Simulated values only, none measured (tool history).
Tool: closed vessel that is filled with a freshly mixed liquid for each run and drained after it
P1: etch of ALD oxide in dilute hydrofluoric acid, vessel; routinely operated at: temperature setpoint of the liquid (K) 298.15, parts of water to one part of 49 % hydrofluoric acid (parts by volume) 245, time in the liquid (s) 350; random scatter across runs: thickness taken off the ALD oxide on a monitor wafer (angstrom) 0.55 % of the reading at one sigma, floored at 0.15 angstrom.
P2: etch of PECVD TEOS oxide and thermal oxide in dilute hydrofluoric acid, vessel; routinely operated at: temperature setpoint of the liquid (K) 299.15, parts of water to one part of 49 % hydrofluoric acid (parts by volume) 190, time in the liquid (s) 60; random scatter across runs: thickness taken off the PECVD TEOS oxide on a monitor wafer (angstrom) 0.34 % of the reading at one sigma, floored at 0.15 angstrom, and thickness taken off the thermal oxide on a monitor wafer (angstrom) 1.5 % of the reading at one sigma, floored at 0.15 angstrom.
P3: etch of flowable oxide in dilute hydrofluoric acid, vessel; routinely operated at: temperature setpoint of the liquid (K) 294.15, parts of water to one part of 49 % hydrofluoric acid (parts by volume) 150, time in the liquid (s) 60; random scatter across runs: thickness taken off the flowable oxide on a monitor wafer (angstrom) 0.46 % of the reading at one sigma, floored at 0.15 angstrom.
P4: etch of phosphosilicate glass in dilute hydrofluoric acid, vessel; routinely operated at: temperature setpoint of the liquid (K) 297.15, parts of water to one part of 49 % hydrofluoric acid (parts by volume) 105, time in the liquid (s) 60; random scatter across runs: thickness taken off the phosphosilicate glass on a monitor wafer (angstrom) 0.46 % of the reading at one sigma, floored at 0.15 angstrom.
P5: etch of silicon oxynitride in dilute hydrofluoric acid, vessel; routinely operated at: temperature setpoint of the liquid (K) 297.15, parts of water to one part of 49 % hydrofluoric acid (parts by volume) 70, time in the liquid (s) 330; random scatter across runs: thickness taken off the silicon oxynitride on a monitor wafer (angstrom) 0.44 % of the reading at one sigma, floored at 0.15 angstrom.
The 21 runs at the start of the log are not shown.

run,hour,process that ran,temperature setpoint of the liquid (K),parts of water to one part of 49 % hydrofluoric acid (parts by volume),time in the liquid (s),hours since the thermometer was replaced,hours since the hydrofluoric acid flow meter was replaced,thickness taken off the ALD oxide on a monitor wafer (angstrom),thickness taken off the phosphosilicate glass on a monitor wafer (angstrom),thickness taken off the PECVD TEOS oxide on a monitor wafer (angstrom),thickness taken off the thermal oxide on a monitor wafer (angstrom),thickness taken off the silicon oxynitride on a monitor wafer (angstrom),thickness taken off the flowable oxide on a monitor wafer (angstrom)
22,196.1,P3,301.65,150,60,548.3,1185.5,,,,,,201.110
23,203.8,P1,298.15,245,350,556.0,1193.2,173.300,,,,,
24,215.2,P1,301.65,245,610,567.4,1204.6,338.780,,,,,
25,222.4,P1,302.65,245,350,574.6,1211.8,201.220,,,,,
26,229.7,P1,298.15,245,350,581.9,1219.1,172.340,,,,,
27,235.2,P2,306.65,190,60,587.4,1224.6,,,112.690,18.5330,,
28,246.6,P5,305.15,70,330,598.8,1236.0,,,,,153.940,
29,253.7,P4,297.15,105,115,605.9,1243.1,,1150.10,,,,
30,260.6,P1,298.15,245,350,612.8,1250.0,173.200,,,,,
31,266.5,P4,297.15,105,60,618.7,1255.9,,592.86,,,,
32,277.1,P5,297.15,70,100,629.3,1266.5,,,,,32.461,
33,288.1,P3,294.15,250,60,640.3,1277.5,,,,,,81.903
34,293.8,P1,298.15,245,350,646.0,1283.2,172.470,,,,,
35,305.5,P1,298.15,245,350,657.7,1294.9,166.400,,,,,

What does the tool deliver on the next run?
36,312.3,P1,298.15,245,350,664.5,1301.7,?,,,,,

Run 36 measured thickness taken off the ALD oxide on a monitor wafer (angstrom) 164.250.
